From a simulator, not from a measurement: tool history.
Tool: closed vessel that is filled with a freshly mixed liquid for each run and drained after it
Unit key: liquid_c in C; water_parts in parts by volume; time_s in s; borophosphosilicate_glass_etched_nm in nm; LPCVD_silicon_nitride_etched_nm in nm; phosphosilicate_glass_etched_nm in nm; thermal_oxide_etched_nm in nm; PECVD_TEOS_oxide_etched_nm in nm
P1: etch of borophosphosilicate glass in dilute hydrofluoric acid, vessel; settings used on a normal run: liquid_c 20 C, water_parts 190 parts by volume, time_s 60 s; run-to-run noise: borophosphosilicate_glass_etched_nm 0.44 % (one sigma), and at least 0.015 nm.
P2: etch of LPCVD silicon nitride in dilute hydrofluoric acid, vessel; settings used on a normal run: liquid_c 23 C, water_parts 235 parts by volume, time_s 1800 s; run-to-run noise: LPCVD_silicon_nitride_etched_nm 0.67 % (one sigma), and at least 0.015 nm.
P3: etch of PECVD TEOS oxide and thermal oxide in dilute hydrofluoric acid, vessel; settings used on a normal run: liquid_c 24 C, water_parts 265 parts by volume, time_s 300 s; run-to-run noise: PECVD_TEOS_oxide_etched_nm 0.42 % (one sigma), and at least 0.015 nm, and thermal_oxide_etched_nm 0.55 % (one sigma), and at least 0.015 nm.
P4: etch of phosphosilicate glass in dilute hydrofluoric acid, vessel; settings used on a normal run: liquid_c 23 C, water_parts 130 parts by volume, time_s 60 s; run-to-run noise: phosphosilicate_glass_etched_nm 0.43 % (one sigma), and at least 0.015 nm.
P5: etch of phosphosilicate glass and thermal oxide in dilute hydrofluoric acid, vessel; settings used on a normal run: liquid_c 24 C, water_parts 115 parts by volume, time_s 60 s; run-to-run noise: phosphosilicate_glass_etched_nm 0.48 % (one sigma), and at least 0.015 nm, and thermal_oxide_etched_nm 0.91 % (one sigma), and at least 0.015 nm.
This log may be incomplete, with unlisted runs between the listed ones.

run,hour,process,liquid_c,water_parts,time_s,hours since the thermometer was replaced,hours since the hydrofluoric acid flow meter was replaced,borophosphosilicate_glass_etched_nm,LPCVD_silicon_nitride_etched_nm,phosphosilicate_glass_etched_nm,thermal_oxide_etched_nm,PECVD_TEOS_oxide_etched_nm
1,4.9,P1,20,190,60,1461.1,378.9,11.6,,,,
2,7.9,P2,23,235,2805,1464.1,381.9,,5.8591,,,
3,14.1,P5,24,115,60,1470.3,388.1,,,84.369,2.3909,
4,19.5,P2,17,235,1800,1475.7,393.5,,2.5386,,,
5,24.6,P1,17,190,60,1480.8,398.6,10.402,,,,
6,28.4,P3,24,265,300,1484.6,402.4,,,,4.3257,10.529
7,32.8,P1,20,190,60,1489,406.8,11.636,,,,
8,37.4,P1,23.5,190,30,1493.6,411.4,6.669,,,,
9,40.7,P1,20,190,90,1496.9,414.7,17.557,,,,
10,43.6,P3,24,80,300,1499.8,417.6,,,,17.63,42.606
11,48,P3,24,265,300,1504.2,422,,,,4.2742,10.495
12,52.8,P2,23,235,1800,1509,426.8,,3.7591,,,
13,59.2,P4,23,130,60,1515.4,433.2,,,60.797,,
14,62,P4,18,130,60,1518.2,436,,,49.9,,
15,66.7,P5,24,170,60,1522.9,440.7,,,53.934,1.5188,
16,71.1,P4,23,130,30,1527.3,445.1,,,30.637,,
17,77.2,P1,20,190,60,1533.4,451.2,11.706,,,,
18,83.3,P1,20,190,60,1539.5,457.3,11.73,,,,
19,89.5,P5,24,115,60,1545.7,463.5,,,84.911,2.4596,
20,93,P3,19,265,300,1549.2,467,,,,3.565,8.7911
21,97.7,P5,24,115,105,1553.9,471.7,,,148.54,4.2998,
22,102.2,P2,23,235,1800,1558.4,476.2,,3.7627,,,
23,105.5,P1,26,190,60,1561.7,479.5,14.776,,,,
24,112.2,P1,20,335,60,1568.4,486.2,5.7639,,,,
25,117.8,P2,23,325,1800,1574,491.8,,2.7386,,,
26,122.1,P1,20,190,30,1578.3,496.1,5.9175,,,,
27,126.5,P1,20,190,60,1582.7,500.5,11.693,,,,
28,131.1,P4,23,200,60,1587.3,505.1,,,36.687,,
29,135,P1,20,40,60,1591.2,509,65.993,,,,
30,137.9,P5,31.5,115,60,1594.1,511.9,,,112.1,3.1809,
31,141.7,P3,24,265,50,1597.9,515.7,,,,0.72082,1.7783
32,145.2,P1,20,190,60,1601.4,519.2,11.697,,,,
33,150.1,P1,20,190,60,1606.3,524.1,12.05,,,,
34,153.2,P1,20,190,60,1609.4,527.2,12.243,,,,
35,156.8,P1,20,190,60,1613,530.8,12.252,,,,
36,160.3,P1,20,190,60,1616.5,534.3,12.387,,,,
37,167,P1,20,190,60,1623.2,541,12.408,,,,
38,172.8,P1,20,190,60,1629,546.8,12.28,,,,
39,178.4,P1,20,190,60,1634.6,552.4,12.444,,,,

What P1 gives has crept away from where it was. These 2 causes fit the log equally well, each at the size given:
A: liquid hotter than its thermometer reads (K) = 1.52
B: hydrofluoric acid flow above the setpoint (%) = 5.06
Onset of the creep was near hour 145.2.

Below are 4 check runs, each averaged over 2 wafers, with their results shown as question marks. Which of them would give clearly different results depending on which cause is behind the drift?
check 1,184,P3,24,90,300,,,,,,?,?
check 2,184,P4,19,130,60,,,,,?,,
check 3,184,P2,19.5,235,1800,,,,?,,,
check 4,184,P5,24,165,95,,,,,?,?,

What every check run would give for each of its results, assuming each possible cause in turn:
check,result,if A,if B
check 1,thermal_oxide_etched_nm,16.38,16.29
check 1,PECVD_TEOS_oxide_etched_nm,39.83,39.61
check 2,phosphosilicate_glass_etched_nm,55.114,54.813
check 3,LPCVD_silicon_nitride_etched_nm,3.3245,3.1606
check 4,phosphosilicate_glass_etched_nm,93.932,94.052
check 4,thermal_oxide_etched_nm,2.6741,2.6776
How far apart the two closest causes lie, in the result that separates them most: check 1 0.55 %; check 2 0.55 %; check 3 5.06 %; check 4 0.13 %
Only check 3 tells the causes apart: in the others they would give nearly the same result.

With check 3 done, the readings were: LPCVD_silicon_nitride_etched_nm 3.3132 nm. Identify which of the listed causes applies.

The cause is A: liquid hotter than its thermometer reads (K).
